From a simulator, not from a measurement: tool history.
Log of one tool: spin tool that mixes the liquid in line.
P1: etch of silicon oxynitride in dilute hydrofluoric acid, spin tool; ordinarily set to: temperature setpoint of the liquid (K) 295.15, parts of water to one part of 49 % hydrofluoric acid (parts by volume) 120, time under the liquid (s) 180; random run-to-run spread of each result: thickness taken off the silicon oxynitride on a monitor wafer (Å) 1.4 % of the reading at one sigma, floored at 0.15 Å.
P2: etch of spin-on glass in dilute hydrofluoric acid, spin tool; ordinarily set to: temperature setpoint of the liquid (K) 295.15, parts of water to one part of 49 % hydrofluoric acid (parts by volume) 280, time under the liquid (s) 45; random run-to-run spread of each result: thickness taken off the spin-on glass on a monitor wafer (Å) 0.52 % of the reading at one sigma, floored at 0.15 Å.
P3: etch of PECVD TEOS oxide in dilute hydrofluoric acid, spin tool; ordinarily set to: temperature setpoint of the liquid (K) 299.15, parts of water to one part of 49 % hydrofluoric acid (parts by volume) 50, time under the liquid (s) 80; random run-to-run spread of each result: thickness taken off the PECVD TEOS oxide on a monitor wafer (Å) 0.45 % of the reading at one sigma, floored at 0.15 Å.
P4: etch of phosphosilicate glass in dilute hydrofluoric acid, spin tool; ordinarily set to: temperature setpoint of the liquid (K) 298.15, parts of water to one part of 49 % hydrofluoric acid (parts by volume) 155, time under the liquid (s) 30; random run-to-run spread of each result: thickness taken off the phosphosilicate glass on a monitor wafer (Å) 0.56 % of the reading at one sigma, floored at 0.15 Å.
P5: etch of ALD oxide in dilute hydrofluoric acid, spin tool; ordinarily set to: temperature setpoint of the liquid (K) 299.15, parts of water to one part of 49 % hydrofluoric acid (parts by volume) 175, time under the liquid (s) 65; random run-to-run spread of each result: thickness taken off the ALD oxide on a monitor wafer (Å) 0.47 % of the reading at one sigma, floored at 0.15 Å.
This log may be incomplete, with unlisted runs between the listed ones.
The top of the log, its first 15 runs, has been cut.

run,hour,process that ran,temperature setpoint of the liquid (K),parts of water to one part of 49 % hydrofluoric acid (parts by volume),time under the liquid (s),thickness taken off the silicon oxynitride on a monitor wafer (Å),thickness taken off the PECVD TEOS oxide on a monitor wafer (Å),thickness taken off the ALD oxide on a monitor wafer (Å),thickness taken off the spin-on glass on a monitor wafer (Å),thickness taken off the phosphosilicate glass on a monitor wafer (Å)
16,130.7,P5,299.15,175,105,,,202.500,,
17,137.5,P4,298.15,40,30,,,,,1685.60
18,145.8,P4,298.15,155,30,,,,,372.33
19,152.8,P1,295.15,120,80,8.4961,,,,
20,161.8,P1,295.15,195,180,11.1390,,,,
21,170.6,P4,298.15,155,15,,,,,187.30
22,181.2,P1,295.15,120,180,18.8440,,,,
23,190.4,P2,290.65,280,45,,,,33.627,
24,198.6,P1,295.15,120,180,19.2930,,,,
25,207.4,P1,290.65,160,180,11.3230,,,,
26,213.6,P3,307.15,50,80,,377.460,,,
27,224.7,P1,295.15,120,180,19.4560,,,,
28,233.1,P4,298.15,155,30,,,,,377.51
29,239.2,P1,301.65,195,180,14.9840,,,,
30,246.1,P5,299.15,280,65,,,69.928,,

What will run 31 give?
31,257.5,P3,299.15,20,80,,?,,,

thickness taken off the PECVD TEOS oxide on a monitor wafer (Å): 711.930
